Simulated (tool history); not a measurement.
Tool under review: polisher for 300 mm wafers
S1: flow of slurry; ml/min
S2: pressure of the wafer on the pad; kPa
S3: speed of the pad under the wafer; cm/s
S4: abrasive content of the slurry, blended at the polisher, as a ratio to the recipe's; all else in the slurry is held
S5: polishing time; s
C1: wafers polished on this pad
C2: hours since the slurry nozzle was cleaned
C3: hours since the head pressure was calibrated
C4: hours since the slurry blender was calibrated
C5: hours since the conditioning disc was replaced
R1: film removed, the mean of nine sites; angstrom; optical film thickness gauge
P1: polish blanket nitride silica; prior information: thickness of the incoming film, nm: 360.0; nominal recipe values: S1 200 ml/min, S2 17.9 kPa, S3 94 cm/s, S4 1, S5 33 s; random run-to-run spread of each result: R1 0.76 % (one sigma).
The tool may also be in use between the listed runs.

Run 1, hour 7.3: S1 200 ml/min, S2 17.9 kPa, S3 94 cm/s, S4 1, S5 33 s; C1 349; C2 92.4; C3 116.1; C4 45.8; C5 61.8. Result: R1 173.03 angstrom.
Run 2, hour 11.2: S1 200 ml/min, S2 17.9 kPa, S3 94 cm/s, S4 0.55, S5 33 s; C1 379; C2 96.3; C3 120; C4 49.7; C5 65.7. Result: R1 126.12 angstrom.
Run 3, hour 17.5: S1 200 ml/min, S2 17.9 kPa, S3 94 cm/s, S4 1, S5 33 s; C1 427; C2 102.6; C3 126.3; C4 56; C5 72. Result: R1 173.42 angstrom.
Run 4, hour 24.3: S1 120 ml/min, S2 17.9 kPa, S3 94 cm/s, S4 1, S5 33 s; C1 479; C2 109.4; C3 133.1; C4 62.8; C5 78.8. Result: R1 158.2 angstrom.
Run 5, hour 30.8: S1 200 ml/min, S2 17.9 kPa, S3 126 cm/s, S4 1, S5 33 s; C1 528; C2 115.9; C3 139.6; C4 69.3; C5 85.3. Result: R1 220.75 angstrom.
Run 6, hour 36.5: S1 200 ml/min, S2 17.9 kPa, S3 94 cm/s, S4 1, S5 50 s; C1 572; C2 121.6; C3 145.3; C4 75; C5 91. Result: R1 259.38 angstrom.
Run 7, hour 43.8: S1 200 ml/min, S2 17.9 kPa, S3 94 cm/s, S4 1, S5 33 s; C1 627; C2 128.9; C3 152.6; C4 82.3; C5 98.3. Result: R1 175.53 angstrom.
Run 8, hour 50.6: S1 200 ml/min, S2 17.9 kPa, S3 94 cm/s, S4 1, S5 33 s; C1 679; C2 135.7; C3 159.4; C4 89.1; C5 105.1. Result: R1 174.36 angstrom.
Run 9, hour 54.9: S1 200 ml/min, S2 17.9 kPa, S3 94 cm/s, S4 1.25, S5 33 s; C1 712; C2 140; C3 163.7; C4 93.4; C5 109.4. Result: R1 192.76 angstrom.
Run 10, hour 59.4: S1 200 ml/min, S2 8.3 kPa, S3 94 cm/s, S4 1, S5 33 s; C1 746; C2 144.5; C3 168.2; C4 97.9; C5 113.9. Result: R1 79.763 angstrom.
Run 11, hour 63.1: S1 200 ml/min, S2 17.9 kPa, S3 46 cm/s, S4 1, S5 33 s; C1 774; C2 148.2; C3 171.9; C4 101.6; C5 117.6. Result: R1 97.834 angstrom.
Run 12, hour 68.5: S1 200 ml/min, S2 17.9 kPa, S3 94 cm/s, S4 1, S5 33 s; C1 815; C2 153.6; C3 177.3; C4 107; C5 123. Result: R1 173.41 angstrom.
Run 13, hour 72.2: S1 200 ml/min, S2 17.9 kPa, S3 94 cm/s, S4 1, S5 23 s; C1 844; C2 157.3; C3 181; C4 110.7; C5 126.7. Result: R1 120.78 angstrom.
Run 14, hour 77.5: S1 200 ml/min, S2 26.9 kPa, S3 94 cm/s, S4 1, S5 33 s; C1 884; C2 162.6; C3 186.3; C4 116; C5 132. Result: R1 256.92 angstrom.
Run 15, hour 80.8: S1 280 ml/min, S2 17.9 kPa, S3 94 cm/s, S4 1, S5 33 s; C1 909; C2 165.9; C3 189.6; C4 119.3; C5 135.3. Result: R1 179.71 angstrom.
Run 16, hour 84.7: S1 130 ml/min, S2 17.9 kPa, S3 128 cm/s, S4 1, S5 33 s; C1 939; C2 169.8; C3 193.5; C4 123.2; C5 139.2. Result: R1 210.8 angstrom.
Run 17, hour 91.9: S1 200 ml/min, S2 17.9 kPa, S3 94 cm/s, S4 1, S5 33 s; C1 994; C2 177; C3 200.7; C4 130.4; C5 146.4. Result: R1 171.51 angstrom.
Run 18, hour 97.4: S1 200 ml/min, S2 17.9 kPa, S3 94 cm/s, S4 1, S5 33 s; C1 1035; C2 182.5; C3 206.2; C4 135.9; C5 151.9. Result: R1 164.64 angstrom.
Run 19, hour 101.2: S1 200 ml/min, S2 17.9 kPa, S3 94 cm/s, S4 1, S5 33 s; C1 1064; C2 186.3; C3 210; C4 139.7; C5 155.7. Result: R1 160.6 angstrom.
Run 20, hour 105.5: S1 200 ml/min, S2 17.9 kPa, S3 94 cm/s, S4 1, S5 33 s; C1 1097; C2 190.6; C3 214.3; C4 144; C5 160. Result: R1 157.11 angstrom.
At hour 106.7: conditioning disc replaced and pad reconditioned.
Run 21, hour 108.6: S1 200 ml/min, S2 17.9 kPa, S3 94 cm/s, S4 1, S5 33 s; C1 1121; C2 193.7; C3 217.4; C4 147.1; C5 2. Result: R1 154.25 angstrom.
At hour 109.5: slurry nozzle cleaned.
At hour 112.7: head pressure recalibrated.
Run 22, hour 113.5: S1 200 ml/min, S2 17.9 kPa, S3 94 cm/s, S4 1, S5 33 s; C1 1158; C2 4; C3 0.9; C4 152; C5 6.9. Result: R1 153.3 angstrom.
Run 23, hour 119.1: S1 200 ml/min, S2 17.9 kPa, S3 94 cm/s, S4 1, S5 33 s; C1 1201; C2 9.6; C3 6.5; C4 157.6; C5 12.5. Result: R1 150.56 angstrom.
Run 24, hour 124.1: S1 200 ml/min, S2 17.9 kPa, S3 94 cm/s, S4 1, S5 33 s; C1 1239; C2 14.6; C3 11.5; C4 162.6; C5 17.5. Result: R1 151.55 angstrom.
Run 25, hour 129: S1 200 ml/min, S2 17.9 kPa, S3 94 cm/s, S4 1, S5 33 s; C1 1276; C2 19.5; C3 16.4; C4 167.5; C5 22.4. Result: R1 150.48 angstrom.

Something has made what P1 gives creep away from where it was; the 2 causes below, each at its own stated size, fit the log equally well:
A: removal rate lost through wear of the pad, % = 13
B: abrasive missing from the slurry, % = 24.8
The gradual shift began around hour 91.9.
Every other cause this tool's parts could produce, and why it does not fit the log:
slurry flow missing at the pad, %: its service at hour 109.5 followed the start of the drift and did not put the process back to its old value
head's pressure below its setpoint, %: its service at hour 112.7 followed the start of the drift and did not put the process back to its old value
time polished since the conditioner stopped cutting, s: its service at hour 106.7 followed the start of the drift and did not put the process back to its old value

The 4 check runs listed below each average the results of 5 wafers, and their outcomes are marked with question marks. Under which run would the listed causes produce clearly different results?
Run check 1, hour 133.9: S1 200 ml/min, S2 10.3 kPa, S3 64 cm/s, S4 1, S5 33 s. Result: R1 ?.
Run check 2, hour 133.9: S1 200 ml/min, S2 8.3 kPa, S3 94 cm/s, S4 1, S5 33 s. Result: R1 ?.
Run check 3, hour 133.9: S1 150 ml/min, S2 17.9 kPa, S3 94 cm/s, S4 0.7, S5 33 s. Result: R1 ?.
Run check 4, hour 133.9: S1 270 ml/min, S2 17.9 kPa, S3 94 cm/s, S4 1, S5 23 s. Result: R1 ?.

Outcome of each check run for each possible cause:
  check  result    if A    if B
check 1      R1  64.138  64.111
check 2      R1  69.785  69.756
check 3      R1   121.2  118.14
check 4      R1  109.04     109
Per-check spread between the two closest causes, in the result where they differ most: check 1 0.04 %; check 2 0.04 %; check 3 2.56 %; check 4 0.04 %
Check 3 tells the causes apart: in the others they would give nearly the same result.

Check 3 has now been run. It gave: R1 121.39 angstrom. Which of the candidate causes is it?

Of the candidate causes, it is A: removal rate lost through wear of the pad, %.
